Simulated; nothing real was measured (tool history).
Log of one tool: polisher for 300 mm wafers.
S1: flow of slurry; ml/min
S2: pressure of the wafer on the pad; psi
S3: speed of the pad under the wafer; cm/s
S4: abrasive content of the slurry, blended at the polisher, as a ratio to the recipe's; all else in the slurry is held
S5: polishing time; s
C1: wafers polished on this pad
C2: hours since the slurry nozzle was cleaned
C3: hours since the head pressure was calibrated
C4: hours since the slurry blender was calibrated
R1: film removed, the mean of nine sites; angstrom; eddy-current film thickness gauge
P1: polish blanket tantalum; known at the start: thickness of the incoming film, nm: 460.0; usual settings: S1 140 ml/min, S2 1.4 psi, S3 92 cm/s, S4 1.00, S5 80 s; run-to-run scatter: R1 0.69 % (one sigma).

Run 1, hour 5.1: S1 140 ml/min, S2 1.4 psi, S3 92 cm/s, S4 1.00, S5 80 s; C1 966; C2 262.3; C3 689.7; C4 264.4. Result: R1 761.59 angstrom.
Run 2, hour 10.6: S1 195 ml/min, S2 1.4 psi, S3 92 cm/s, S4 1.00, S5 80 s; C1 1029; C2 267.8; C3 695.2; C4 269.9. Result: R1 814.00 angstrom.
Run 3, hour 15.0: S1 140 ml/min, S2 1.4 psi, S3 92 cm/s, S4 1.00, S5 80 s; C1 1080; C2 272.2; C3 699.6; C4 274.3. Result: R1 756.15 angstrom.
Run 4, hour 19.0: S1 140 ml/min, S2 2.2 psi, S3 92 cm/s, S4 1.00, S5 80 s; C1 1125; C2 276.2; C3 703.6; C4 278.3. Result: R1 1194.90 angstrom.
Run 5, hour 24.2: S1 140 ml/min, S2 1.4 psi, S3 92 cm/s, S4 1.00, S5 80 s; C1 1185; C2 281.4; C3 708.8; C4 283.5. Result: R1 754.53 angstrom.
Run 6, hour 26.8: S1 140 ml/min, S2 1.4 psi, S3 126 cm/s, S4 1.00, S5 80 s; C1 1215; C2 284.0; C3 711.4; C4 286.1. Result: R1 1046.10 angstrom.
Run 7, hour 32.2: S1 140 ml/min, S2 1.4 psi, S3 92 cm/s, S4 1.00, S5 116 s; C1 1277; C2 289.4; C3 716.8; C4 291.5. Result: R1 1113.30 angstrom.
Run 8, hour 35.7: S1 140 ml/min, S2 0.8 psi, S3 92 cm/s, S4 1.00, S5 80 s; C1 1317; C2 292.9; C3 720.3; C4 295.0. Result: R1 434.79 angstrom.
Run 9, hour 39.6: S1 140 ml/min, S2 1.4 psi, S3 42 cm/s, S4 1.00, S5 80 s; C1 1362; C2 296.8; C3 724.2; C4 298.9. Result: R1 349.24 angstrom.
Run 10, hour 42.9: S1 140 ml/min, S2 1.4 psi, S3 92 cm/s, S4 1.00, S5 45 s; C1 1400; C2 300.1; C3 727.5; C4 302.2. Result: R1 431.41 angstrom.
Run 11, hour 47.1: S1 140 ml/min, S2 1.4 psi, S3 92 cm/s, S4 1.00, S5 80 s; C1 1448; C2 304.3; C3 731.7; C4 306.4. Result: R1 761.22 angstrom.
Run 12, hour 49.7: S1 140 ml/min, S2 1.4 psi, S3 92 cm/s, S4 1.00, S5 80 s; C1 1478; C2 306.9; C3 734.3; C4 309.0. Result: R1 769.68 angstrom.
Run 13, hour 52.1: S1 140 ml/min, S2 1.4 psi, S3 92 cm/s, S4 0.55, S5 80 s; C1 1505; C2 309.3; C3 736.7; C4 311.4. Result: R1 626.09 angstrom.
Run 14, hour 55.7: S1 140 ml/min, S2 1.4 psi, S3 92 cm/s, S4 1.20, S5 80 s; C1 1547; C2 312.9; C3 740.3; C4 315.0. Result: R1 798.76 angstrom.
Run 15, hour 60.1: S1 85 ml/min, S2 1.4 psi, S3 92 cm/s, S4 1.00, S5 80 s; C1 1597; C2 317.3; C3 744.7; C4 319.4. Result: R1 672.88 angstrom.
Run 16, hour 63.6: S1 190 ml/min, S2 0.9 psi, S3 92 cm/s, S4 1.00, S5 80 s; C1 1637; C2 320.8; C3 748.2; C4 322.9. Result: R1 519.81 angstrom.
Run 17, hour 67.1: S1 200 ml/min, S2 1.4 psi, S3 56 cm/s, S4 1.00, S5 80 s; C1 1678; C2 324.3; C3 751.7; C4 326.4. Result: R1 492.24 angstrom.
Run 18, hour 70.7: S1 140 ml/min, S2 1.4 psi, S3 92 cm/s, S4 1.00, S5 80 s; C1 1719; C2 327.9; C3 755.3; C4 330.0. Result: R1 760.20 angstrom.
Run 19, hour 74.5: S1 140 ml/min, S2 1.4 psi, S3 92 cm/s, S4 1.00, S5 80 s; C1 1762; C2 331.7; C3 759.1; C4 333.8. Result: R1 762.83 angstrom.
Run 20, hour 77.3: S1 140 ml/min, S2 1.4 psi, S3 92 cm/s, S4 1.00, S5 80 s; C1 1795; C2 334.5; C3 761.9; C4 336.6. Result: R1 758.23 angstrom.
Run 21, hour 81.8: S1 140 ml/min, S2 1.4 psi, S3 92 cm/s, S4 1.00, S5 80 s; C1 1846; C2 339.0; C3 766.4; C4 341.1. Result: R1 736.13 angstrom.

Forecast run 22:
Run 22, hour 86.9: S1 140 ml/min, S2 1.4 psi, S3 92 cm/s, S4 1.00, S5 80 s; C1 1905; C2 344.1; C3 771.5; C4 346.2. Result: R1 ?.

R1: 720.15 angstrom

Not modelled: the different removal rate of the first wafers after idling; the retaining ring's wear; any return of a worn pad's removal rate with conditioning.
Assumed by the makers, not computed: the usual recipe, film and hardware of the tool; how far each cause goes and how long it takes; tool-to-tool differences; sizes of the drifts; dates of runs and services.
